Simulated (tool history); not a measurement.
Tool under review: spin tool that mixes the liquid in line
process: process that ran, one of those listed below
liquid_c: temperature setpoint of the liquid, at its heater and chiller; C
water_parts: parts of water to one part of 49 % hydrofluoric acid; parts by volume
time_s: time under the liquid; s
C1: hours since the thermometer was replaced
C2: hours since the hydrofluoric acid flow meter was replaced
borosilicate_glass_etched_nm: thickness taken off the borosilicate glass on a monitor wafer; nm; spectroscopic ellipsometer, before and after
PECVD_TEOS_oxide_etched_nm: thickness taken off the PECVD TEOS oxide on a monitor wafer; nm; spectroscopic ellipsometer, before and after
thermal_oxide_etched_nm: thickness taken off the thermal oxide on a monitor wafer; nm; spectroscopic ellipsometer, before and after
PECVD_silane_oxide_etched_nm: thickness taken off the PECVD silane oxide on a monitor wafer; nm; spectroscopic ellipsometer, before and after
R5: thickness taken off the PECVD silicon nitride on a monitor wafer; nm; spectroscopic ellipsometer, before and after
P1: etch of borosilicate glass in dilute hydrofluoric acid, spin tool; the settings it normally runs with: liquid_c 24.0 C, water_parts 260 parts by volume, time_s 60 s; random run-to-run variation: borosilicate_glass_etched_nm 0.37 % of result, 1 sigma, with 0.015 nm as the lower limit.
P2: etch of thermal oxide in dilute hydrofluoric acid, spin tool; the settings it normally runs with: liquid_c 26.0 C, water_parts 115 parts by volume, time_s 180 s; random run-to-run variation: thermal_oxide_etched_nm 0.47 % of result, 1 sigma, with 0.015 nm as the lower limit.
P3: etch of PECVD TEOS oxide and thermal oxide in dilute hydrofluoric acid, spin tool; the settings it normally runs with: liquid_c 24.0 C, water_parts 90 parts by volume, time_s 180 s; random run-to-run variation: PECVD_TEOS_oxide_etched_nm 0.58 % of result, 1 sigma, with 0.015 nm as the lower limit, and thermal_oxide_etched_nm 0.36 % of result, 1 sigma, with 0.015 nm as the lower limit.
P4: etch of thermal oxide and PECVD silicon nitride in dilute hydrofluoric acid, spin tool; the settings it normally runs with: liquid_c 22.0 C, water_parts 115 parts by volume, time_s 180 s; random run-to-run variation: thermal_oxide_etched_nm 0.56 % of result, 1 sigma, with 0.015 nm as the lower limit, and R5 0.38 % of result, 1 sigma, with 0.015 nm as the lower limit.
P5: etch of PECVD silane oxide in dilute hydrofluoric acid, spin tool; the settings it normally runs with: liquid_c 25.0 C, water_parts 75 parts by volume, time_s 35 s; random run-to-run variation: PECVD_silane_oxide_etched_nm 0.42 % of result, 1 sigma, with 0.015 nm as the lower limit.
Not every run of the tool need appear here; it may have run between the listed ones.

run 1 day=0.375 | process=P1 liquid_c=24.0 water_parts=260 time_s=60 | C1=145.1 C2=217.9 | borosilicate_glass_etched_nm=8.7187
run 2 day=0.583 | process=P1 liquid_c=24.0 water_parts=260 time_s=60 | C1=150.1 C2=222.9 | borosilicate_glass_etched_nm=8.6271
run 3 day=0.788 | process=P3 liquid_c=24.0 water_parts=90 time_s=20 | C1=155.0 C2=227.8 | PECVD_TEOS_oxide_etched_nm=2.3002 thermal_oxide_etched_nm=1.0757
run 4 day=1.025 | process=P1 liquid_c=24.0 water_parts=260 time_s=60 | C1=160.7 C2=233.5 | borosilicate_glass_etched_nm=8.6749
run 5 day=1.446 | process=P1 liquid_c=24.0 water_parts=260 time_s=15 | C1=170.8 C2=243.6 | borosilicate_glass_etched_nm=2.1909
run 6 day=1.771 | process=P5 liquid_c=30.5 water_parts=75 time_s=35 | C1=178.6 C2=251.4 | PECVD_silane_oxide_etched_nm=24.6500
run 7 day=2.154 | process=P2 liquid_c=26.0 water_parts=115 time_s=345 | C1=187.8 C2=260.6 | thermal_oxide_etched_nm=15.3300
run 8 day=2.354 | process=P4 liquid_c=22.0 water_parts=115 time_s=180 | C1=192.6 C2=265.4 | thermal_oxide_etched_nm=6.7627 R5=6.2083
run 9 day=2.588 | process=P1 liquid_c=24.0 water_parts=415 time_s=90 | C1=198.2 C2=271.0 | borosilicate_glass_etched_nm=7.0806
-- day=2.988 hydrofluoric acid flow meter replaced
run 10 day=3.038 | process=P3 liquid_c=28.5 water_parts=90 time_s=180 | C1=209.0 C2=1.2 | PECVD_TEOS_oxide_etched_nm=24.6650 thermal_oxide_etched_nm=11.5070
run 11 day=3.308 | process=P5 liquid_c=25.0 water_parts=75 time_s=35 | C1=215.5 C2=7.7 | PECVD_silane_oxide_etched_nm=20.2220
run 12 day=3.692 | process=P2 liquid_c=26.0 water_parts=115 time_s=180 | C1=224.7 C2=16.9 | thermal_oxide_etched_nm=8.0133
run 13 day=4.129 | process=P1 liquid_c=24.0 water_parts=75 time_s=85 | C1=235.2 C2=27.4 | borosilicate_glass_etched_nm=52.4100
run 14 day=4.350 | process=P1 liquid_c=31.5 water_parts=260 time_s=60 | C1=240.5 C2=32.7 | borosilicate_glass_etched_nm=11.1650
run 15 day=4.683 | process=P1 liquid_c=17.0 water_parts=260 time_s=60 | C1=248.5 C2=40.7 | borosilicate_glass_etched_nm=6.6864
run 16 day=5.033 | process=P1 liquid_c=24.0 water_parts=90 time_s=90 | C1=256.9 C2=49.1 | borosilicate_glass_etched_nm=45.4510
run 17 day=5.388 | process=P4 liquid_c=22.0 water_parts=115 time_s=85 | C1=265.4 C2=57.6 | thermal_oxide_etched_nm=3.2230 R5=2.9425
run 18 day=5.767 | process=P4 liquid_c=22.0 water_parts=205 time_s=180 | C1=274.5 C2=66.7 | thermal_oxide_etched_nm=3.4201 R5=3.5678
run 19 day=5.996 | process=P5 liquid_c=25.0 water_parts=140 time_s=35 | C1=280.0 C2=72.2 | PECVD_silane_oxide_etched_nm=9.9256
run 20 day=6.446 | process=P2 liquid_c=26.0 water_parts=210 time_s=180 | C1=290.8 C2=83.0 | thermal_oxide_etched_nm=3.9406
run 21 day=6.775 | process=P1 liquid_c=24.0 water_parts=260 time_s=60 | C1=298.7 C2=90.9 | borosilicate_glass_etched_nm=8.7343
run 22 day=7.146 | process=P1 liquid_c=24.0 water_parts=260 time_s=90 | C1=307.6 C2=99.8 | borosilicate_glass_etched_nm=12.9600
run 23 day=7.475 | process=P4 liquid_c=17.0 water_parts=115 time_s=180 | C1=315.5 C2=107.7 | thermal_oxide_etched_nm=5.5277 R5=4.3930
run 24 day=7.892 | process=P4 liquid_c=22.0 water_parts=115 time_s=180 | C1=325.5 C2=117.7 | thermal_oxide_etched_nm=6.8212 R5=6.2458
run 25 day=8.179 | process=P1 liquid_c=24.0 water_parts=75 time_s=60 | C1=332.4 C2=124.6 | borosilicate_glass_etched_nm=37.0120
run 26 day=8.496 | process=P1 liquid_c=24.0 water_parts=260 time_s=60 | C1=340.0 C2=132.2 | borosilicate_glass_etched_nm=8.6087
run 27 day=8.792 | process=P1 liquid_c=24.0 water_parts=400 time_s=60 | C1=347.1 C2=139.3 | borosilicate_glass_etched_nm=4.9301
run 28 day=9.225 | process=P2 liquid_c=18.0 water_parts=115 time_s=180 | C1=357.5 C2=149.7 | thermal_oxide_etched_nm=5.7851

Run 29 comes next. What will it give?
run 29 day=9.500 | process=P3 liquid_c=24.0 water_parts=55 time_s=180 | C1=364.1 C2=156.3 | PECVD_TEOS_oxide_etched_nm=? thermal_oxide_etched_nm=?

Run 29 came out at PECVD_TEOS_oxide_etched_nm 35.3100 nm, thermal_oxide_etched_nm 16.4820 nm.
